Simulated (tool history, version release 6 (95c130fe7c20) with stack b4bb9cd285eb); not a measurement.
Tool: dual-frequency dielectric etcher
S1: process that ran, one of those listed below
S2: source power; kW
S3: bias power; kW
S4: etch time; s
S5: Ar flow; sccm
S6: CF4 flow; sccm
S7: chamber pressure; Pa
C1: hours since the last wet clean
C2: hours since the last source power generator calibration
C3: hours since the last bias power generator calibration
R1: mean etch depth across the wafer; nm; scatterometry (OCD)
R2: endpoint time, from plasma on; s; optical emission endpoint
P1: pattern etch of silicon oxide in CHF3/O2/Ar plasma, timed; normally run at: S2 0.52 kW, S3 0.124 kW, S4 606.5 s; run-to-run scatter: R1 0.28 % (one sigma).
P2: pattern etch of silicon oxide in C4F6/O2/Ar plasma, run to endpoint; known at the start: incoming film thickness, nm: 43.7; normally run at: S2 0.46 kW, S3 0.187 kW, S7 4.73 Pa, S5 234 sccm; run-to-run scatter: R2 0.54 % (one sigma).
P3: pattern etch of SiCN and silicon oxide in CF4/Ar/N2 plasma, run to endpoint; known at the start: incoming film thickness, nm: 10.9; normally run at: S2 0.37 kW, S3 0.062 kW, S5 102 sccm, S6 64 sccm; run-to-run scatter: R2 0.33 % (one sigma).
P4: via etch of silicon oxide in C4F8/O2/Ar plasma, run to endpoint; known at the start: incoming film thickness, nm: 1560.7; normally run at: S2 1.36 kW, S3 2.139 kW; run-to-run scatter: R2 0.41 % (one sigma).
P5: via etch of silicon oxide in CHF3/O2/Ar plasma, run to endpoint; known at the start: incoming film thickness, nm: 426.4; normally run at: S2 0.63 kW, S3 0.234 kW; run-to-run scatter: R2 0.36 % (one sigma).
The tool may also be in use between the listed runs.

run   hour  S1    S2     S3     S4   S5  S6    S7     C1      C2     C3      R1      R2
  1    4.2  P1  0.52  0.124  606.5                 219.2  2641.5  243.5  987.45
  2    8.7  P1  0.52  0.124  887.5                 223.7    2646    248  1446.4
  3   12.6  P5  0.63  0.293                        227.6  2649.9  251.9          182.42
  4   18.2  P5  0.41  0.234                        233.2  2655.5  257.5           232.8
  5   23.6  P1  0.52  0.124  606.5                 238.6  2660.9  262.9  990.83
  6   28.2  P4  1.36  2.139                        243.2  2665.5  267.5          360.75
  7   31.3  P3  0.37  0.044         102  64        246.3  2668.6  270.6           17.83
  8   37.2  P3  0.37  0.062         102  64        252.2  2674.5  276.5          16.065
  9   42.9  P1  0.52  0.094  606.5                 257.9  2680.2  282.2   910.3
 10   47.3  P4  1.36  2.139                        262.3  2684.6  286.6           361.4
 11   53.1  P3  0.37  0.062         102  64        268.1  2690.4  292.4          16.029
 12   58.3  P1  0.52  0.124    377                 273.3  2695.6  297.6  616.91
 13   63.2  P1  0.52  0.165  606.5                 278.2  2700.5  302.5  1084.5
 14   68.7  P2  0.46  0.187         293      4.73  283.7    2706    308          13.318
 15   72.1  P1  0.63  0.124  606.5                 287.1  2709.4  311.4  1063.6
 16   77.1  P1  0.31  0.124  606.5                 292.1  2714.4  316.4   805.8
 17   83.6  P4  1.36  3.004                        298.6  2720.9  322.9          323.67
 18   87.8  P3   0.5  0.062         102  64        302.8  2725.1  327.1          12.253
 19   93.5  P1  0.52  0.124  606.5                 308.5  2730.8  332.8  988.23
 20   96.8  P1  0.52  0.124  606.5                 311.8  2734.1  336.1  987.25
 21  100.3  P4  1.92  2.139                        315.3  2737.6  339.6           311.9
 22  104.8  P2  0.46  0.231         234      4.73  319.8  2742.1  344.1          12.103
 23  108.4  P2  0.46  0.187         234      4.73  323.4  2745.7  347.7          13.098
 24  112.6  P2  0.46  0.187         234      5.87  327.6  2749.9  351.9          13.216
 25  118.2  P2  0.28  0.187         234      4.73  333.2  2755.5  357.5          15.854
 26  123.6  P3  0.37  0.062          69  64        338.6  2760.9  362.9          15.075

Run 27 comes next. What will it give?
 27  127.7  P1  0.52  0.085  733              342.7  2765  367   ?

Run 27 gave R1 1067.3 nm.
